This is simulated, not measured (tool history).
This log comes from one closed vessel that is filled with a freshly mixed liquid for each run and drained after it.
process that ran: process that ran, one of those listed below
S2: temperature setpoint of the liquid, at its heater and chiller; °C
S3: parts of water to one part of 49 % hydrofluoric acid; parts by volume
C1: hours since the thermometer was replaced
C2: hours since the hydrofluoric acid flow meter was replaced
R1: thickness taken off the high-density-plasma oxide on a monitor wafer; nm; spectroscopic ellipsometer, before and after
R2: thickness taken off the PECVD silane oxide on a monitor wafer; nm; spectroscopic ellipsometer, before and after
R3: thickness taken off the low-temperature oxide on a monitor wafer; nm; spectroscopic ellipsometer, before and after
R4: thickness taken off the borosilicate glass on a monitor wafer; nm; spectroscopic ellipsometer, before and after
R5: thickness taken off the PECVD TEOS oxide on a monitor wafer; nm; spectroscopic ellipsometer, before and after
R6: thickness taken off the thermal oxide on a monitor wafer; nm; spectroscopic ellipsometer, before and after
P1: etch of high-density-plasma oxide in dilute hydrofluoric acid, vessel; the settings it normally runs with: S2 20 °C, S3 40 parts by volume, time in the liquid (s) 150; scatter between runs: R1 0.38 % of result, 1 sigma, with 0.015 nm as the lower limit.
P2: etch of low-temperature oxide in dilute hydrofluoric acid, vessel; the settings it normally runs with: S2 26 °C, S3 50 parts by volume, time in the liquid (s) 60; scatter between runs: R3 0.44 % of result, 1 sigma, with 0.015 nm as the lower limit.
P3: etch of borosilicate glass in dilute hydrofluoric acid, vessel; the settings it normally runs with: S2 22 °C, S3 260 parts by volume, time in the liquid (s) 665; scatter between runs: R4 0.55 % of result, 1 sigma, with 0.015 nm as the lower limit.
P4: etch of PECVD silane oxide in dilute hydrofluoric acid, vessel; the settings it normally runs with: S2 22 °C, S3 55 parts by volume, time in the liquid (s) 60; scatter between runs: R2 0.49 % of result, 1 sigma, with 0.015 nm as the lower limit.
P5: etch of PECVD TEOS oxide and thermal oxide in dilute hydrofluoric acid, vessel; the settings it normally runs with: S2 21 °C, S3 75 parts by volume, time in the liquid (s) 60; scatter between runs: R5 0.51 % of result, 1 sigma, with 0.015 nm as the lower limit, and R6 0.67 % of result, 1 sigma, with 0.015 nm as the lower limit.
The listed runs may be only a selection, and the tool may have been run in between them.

{"run": 1, "day": 0.375, "process that ran": "P1", "S2": 20, "S3": 40, "time in the liquid (s)": 150, "C1": 547.7, "C2": 993.7, "R1": 24.681}
{"run": 2, "day": 0.754, "process that ran": "P4", "S2": 22, "S3": 55, "time in the liquid (s)": 30, "C1": 556.8, "C2": 1002.8, "R2": 20.498}
{"run": 3, "day": 1.067, "process that ran": "P2", "S2": 26, "S3": 50, "time in the liquid (s)": 60, "C1": 564.3, "C2": 1010.3, "R3": 22.055}
{"run": 4, "day": 1.508, "process that ran": "P1", "S2": 20, "S3": 40, "time in the liquid (s)": 150, "C1": 574.9, "C2": 1020.9, "R1": 24.718}
{"run": 5, "day": 1.792, "process that ran": "P1", "S2": 20, "S3": 40, "time in the liquid (s)": 150, "C1": 581.7, "C2": 1027.7, "R1": 24.721}
{"run": 6, "day": 2.133, "process that ran": "P1", "S2": 20, "S3": 40, "time in the liquid (s)": 60, "C1": 589.9, "C2": 1035.9, "R1": 9.9331}
{"run": 7, "day": 2.596, "process that ran": "P3", "S2": 22, "S3": 260, "time in the liquid (s)": 195, "C1": 601, "C2": 1047, "R4": 9.8154}
{"run": 8, "day": 2.933, "process that ran": "P3", "S2": 22, "S3": 260, "time in the liquid (s)": 665, "C1": 609.1, "C2": 1055.1, "R4": 33.674}
{"run": 9, "day": 3.292, "process that ran": "P3", "S2": 18, "S3": 260, "time in the liquid (s)": 665, "C1": 617.7, "C2": 1063.7, "R4": 29.083}
{"run": 10, "day": 3.638, "process that ran": "P1", "S2": 20, "S3": 40, "time in the liquid (s)": 150, "C1": 626, "C2": 1072, "R1": 24.816}
{"run": 11, "day": 3.896, "process that ran": "P1", "S2": 20, "S3": 40, "time in the liquid (s)": 215, "C1": 632.2, "C2": 1078.2, "R1": 35.597}
{"run": 12, "day": 4.346, "process that ran": "P2", "S2": 32.5, "S3": 50, "time in the liquid (s)": 60, "C1": 643, "C2": 1089, "R3": 28.744}
{"run": 13, "day": 4.779, "process that ran": "P1", "S2": 20, "S3": 40, "time in the liquid (s)": 150, "C1": 653.4, "C2": 1099.4, "R1": 24.638}
{"run": 14, "day": 5.004, "process that ran": "P5", "S2": 21, "S3": 75, "time in the liquid (s)": 60, "C1": 658.8, "C2": 1104.8, "R5": 6.0349, "R6": 3.5172}
{"run": 15, "day": 5.488, "process that ran": "P5", "S2": 21, "S3": 20, "time in the liquid (s)": 60, "C1": 670.4, "C2": 1116.4, "R5": 24.483, "R6": 14.307}
{"run": 16, "day": 5.717, "process that ran": "P1", "S2": 20, "S3": 20, "time in the liquid (s)": 85, "C1": 675.9, "C2": 1121.9, "R1": 28.902}
{"run": 17, "day": 6.071, "process that ran": "P5", "S2": 17, "S3": 75, "time in the liquid (s)": 60, "C1": 684.4, "C2": 1130.4, "R5": 5.1131, "R6": 3.0176}
{"run": 18, "day": 6.508, "process that ran": "P5", "S2": 21, "S3": 75, "time in the liquid (s)": 115, "C1": 694.9, "C2": 1140.9, "R5": 11.634, "R6": 6.7991}
{"run": 19, "day": 6.767, "process that ran": "P1", "S2": 27, "S3": 20, "time in the liquid (s)": 150, "C1": 701.1, "C2": 1147.1, "R1": 68.454}
{"run": 20, "day": 7.196, "process that ran": "P1", "S2": 23.5, "S3": 20, "time in the liquid (s)": 150, "C1": 711.4, "C2": 1157.4, "R1": 58.9}
{"run": 21, "day": 7.575, "process that ran": "P1", "S2": 20, "S3": 20, "time in the liquid (s)": 150, "C1": 720.5, "C2": 1166.5, "R1": 50.843}
{"run": 22, "day": 7.975, "process that ran": "P3", "S2": 22, "S3": 475, "time in the liquid (s)": 665, "C1": 730.1, "C2": 1176.1, "R4": 15.287}
{"run": 23, "day": 8.342, "process that ran": "P1", "S2": 20, "S3": 40, "time in the liquid (s)": 150, "C1": 738.9, "C2": 1184.9, "R1": 24.694}
{"run": 24, "day": 8.729, "process that ran": "P4", "S2": 22, "S3": 25, "time in the liquid (s)": 60, "C1": 748.2, "C2": 1194.2, "R2": 93.032}
{"run": 25, "day": 9.129, "process that ran": "P1", "S2": 17, "S3": 40, "time in the liquid (s)": 150, "C1": 757.8, "C2": 1203.8, "R1": 21.686}
{"run": 26, "day": 9.421, "process that ran": "P1", "S2": 20, "S3": 70, "time in the liquid (s)": 150, "C1": 764.8, "C2": 1210.8, "R1": 13.582}
{"run": 27, "day": 9.9, "process that ran": "P4", "S2": 17, "S3": 55, "time in the liquid (s)": 60, "C1": 776.3, "C2": 1222.3, "R2": 33.177}
{"run": 28, "day": 10.346, "process that ran": "P2", "S2": 26, "S3": 75, "time in the liquid (s)": 60, "C1": 787, "C2": 1233, "R3": 14.364}
{"run": 29, "day": 10.617, "process that ran": "P2", "S2": 26, "S3": 50, "time in the liquid (s)": 30, "C1": 793.5, "C2": 1239.5, "R3": 11.072}
{"run": 30, "day": 10.921, "process that ran": "P4", "S2": 22, "S3": 55, "time in the liquid (s)": 60, "C1": 800.8, "C2": 1246.8, "R2": 40.946}
{"run": 31, "day": 11.346, "process that ran": "P1", "S2": 24, "S3": 40, "time in the liquid (s)": 150, "C1": 811, "C2": 1257, "R1": 29.339}
{"run": 32, "day": 11.829, "process that ran": "P3", "S2": 22, "S3": 260, "time in the liquid (s)": 665, "C1": 822.6, "C2": 1268.6, "R4": 33.788}
{"run": 33, "day": 12.129, "process that ran": "P1", "S2": 20, "S3": 40, "time in the liquid (s)": 150, "C1": 829.8, "C2": 1275.8, "R1": 24.629}
{"run": 34, "day": 12.5, "process that ran": "P1", "S2": 20, "S3": 40, "time in the liquid (s)": 150, "C1": 838.7, "C2": 1284.7, "R1": 24.682}
{"run": 35, "day": 12.938, "process that ran": "P1", "S2": 20, "S3": 40, "time in the liquid (s)": 150, "C1": 849.2, "C2": 1295.2, "R1": 25.737}
{"run": 36, "day": 13.396, "process that ran": "P1", "S2": 20, "S3": 40, "time in the liquid (s)": 150, "C1": 860.2, "C2": 1306.2, "R1": 26.512}
{"run": 37, "day": 13.671, "process that ran": "P1", "S2": 20, "S3": 40, "time in the liquid (s)": 150, "C1": 866.8, "C2": 1312.8, "R1": 26.452}
{"run": 38, "day": 13.996, "process that ran": "P1", "S2": 20, "S3": 40, "time in the liquid (s)": 150, "C1": 874.6, "C2": 1320.6, "R1": 26.741}
{"run": 39, "day": 14.217, "process that ran": "P1", "S2": 20, "S3": 40, "time in the liquid (s)": 150, "C1": 879.9, "C2": 1325.9, "R1": 26.91}
{"run": 40, "day": 14.604, "process that ran": "P1", "S2": 20, "S3": 40, "time in the liquid (s)": 150, "C1": 889.2, "C2": 1335.2, "R1": 27.077}
{"run": 41, "day": 14.871, "process that ran": "P1", "S2": 20, "S3": 40, "time in the liquid (s)": 150, "C1": 895.6, "C2": 1341.6, "R1": 27.088}
{"run": 42, "day": 15.083, "process that ran": "P1", "S2": 20, "S3": 40, "time in the liquid (s)": 150, "C1": 900.7, "C2": 1346.7, "R1": 27.33}
{"run": 43, "day": 15.567, "process that ran": "P1", "S2": 20, "S3": 40, "time in the liquid (s)": 150, "C1": 912.3, "C2": 1358.3, "R1": 27.2}
{"run": 44, "day": 15.779, "process that ran": "P1", "S2": 20, "S3": 40, "time in the liquid (s)": 150, "C1": 917.4, "C2": 1363.4, "R1": 27.198}

What P1 gives has crept away from where it was. These 2 causes fit the log equally well, each at the size given:
A: hydrofluoric acid flow above the setpoint (%) = 9.51
B: liquid hotter than its thermometer reads (K) = 2.24
At approximately day 12.5, the process output began to creep.

The 4 check runs listed below each average the results of 2 wafers, and their outcomes are marked with question marks. Under which run would the listed causes produce clearly different results?
{"run": "check 1", "day": 15.992, "process that ran": "P4", "S2": 22, "S3": 55, "time in the liquid (s)": 60, "R2": "?"}
{"run": "check 2", "day": 15.992, "process that ran": "P5", "S2": 21, "S3": 75, "time in the liquid (s)": 60, "R5": "?", "R6": "?"}
{"run": "check 3", "day": 15.992, "process that ran": "P2", "S2": 26, "S3": 50, "time in the liquid (s)": 60, "R3": "?"}
{"run": "check 4", "day": 15.992, "process that ran": "P3", "S2": 22, "S3": 260, "time in the liquid (s)": 665, "R4": "?"}

Check results expected under each cause:
check=check_1 result=R2 if_A=45.224 if_B=45.022
check=check_2 result=R5 if_A=6.7218 if_B=6.6768
check=check_2 result=R6 if_A=3.9287 if_B=3.9024
check=check_3 result=R3 if_A=24.452 if_B=24.283
check=check_4 result=R4 if_A=37.713 if_B=36.511
How far apart the two closest causes lie, in the result that separates them most: check 1 0.45 %; check 2 0.67 %; check 3 0.69 %; check 4 3.24 %
Check 4 distinguishes between the causes, while the remaining checks would return nearly the same result for all of them.

Then check 4 was run and gave: R4 36.539 nm. Which cause is it?

The correct cause is B, namely: liquid hotter than its thermometer reads (K).
